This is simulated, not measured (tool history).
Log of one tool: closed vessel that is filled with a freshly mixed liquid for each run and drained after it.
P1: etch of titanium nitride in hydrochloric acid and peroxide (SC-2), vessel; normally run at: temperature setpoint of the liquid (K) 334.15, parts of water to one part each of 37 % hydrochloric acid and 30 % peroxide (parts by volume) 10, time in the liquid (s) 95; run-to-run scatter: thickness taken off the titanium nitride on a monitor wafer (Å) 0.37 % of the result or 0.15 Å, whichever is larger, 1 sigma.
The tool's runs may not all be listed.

run,hour,temperature setpoint of the liquid (K),parts of water to one part each of 37 % hydrochloric acid and 30 % peroxide (parts by volume),time in the liquid (s),hours since the thermometer was replaced,hours since the chemicals flow meter was replaced,hours since the drum of peroxide was connected,thickness taken off the titanium nitride on a monitor wafer (Å)
1,13.7,334.15,10,95,546.1,1180.1,372.4,59.419
2,24.3,334.15,14.5,95,556.7,1190.7,383,43.121
3,36,320.15,10,95,568.4,1202.4,394.7,23.491
4,46.2,334.15,17,40,578.6,1212.6,404.9,15.635
5,56,334.15,10,95,588.4,1222.4,414.7,58.914
6,66.7,334.15,10,95,599.1,1233.1,425.4,58.874
7,77.1,334.15,10,95,609.5,1243.5,435.8,58.94
8,85,334.15,5.5,30,617.4,1251.4,443.7,29.705
9,94.3,334.15,4,95,626.7,1260.7,453,116.98
10,103.2,334.15,10,95,635.6,1269.6,461.9,59.227
# hour 105.9: new drum of peroxide connected
# hour 115: thermometer replaced
11,115.2,341.15,10,155,0.2,1281.6,9.4,147.76
12,124.7,334.15,10,95,9.7,1291.1,18.9,59.169
13,133.1,345.15,10,95,18.1,1299.5,27.3,114.4
14,144.7,334.15,10,30,29.7,1311.1,38.9,18.534
15,159,334.15,10,140,44,1325.4,53.2,86.829
16,170.9,334.15,10,95,55.9,1337.3,65.1,59.126
17,180.4,334.15,10,95,65.4,1346.8,74.6,60.749
18,194.2,334.15,10,95,79.2,1360.6,88.4,62.355
19,209.6,334.15,10,95,94.6,1376,103.8,62.717
20,218.3,334.15,10,95,103.3,1384.7,112.5,63.87
21,233.2,334.15,10,95,118.2,1399.6,127.4,63.512
22,247.4,334.15,10,95,132.4,1413.8,141.6,64.028

Run 23 comes next. What will it give?
23,254.4,334.15,10,95,139.4,1420.8,148.6,?

thickness taken off the titanium nitride on a monitor wafer (Å): 64.211
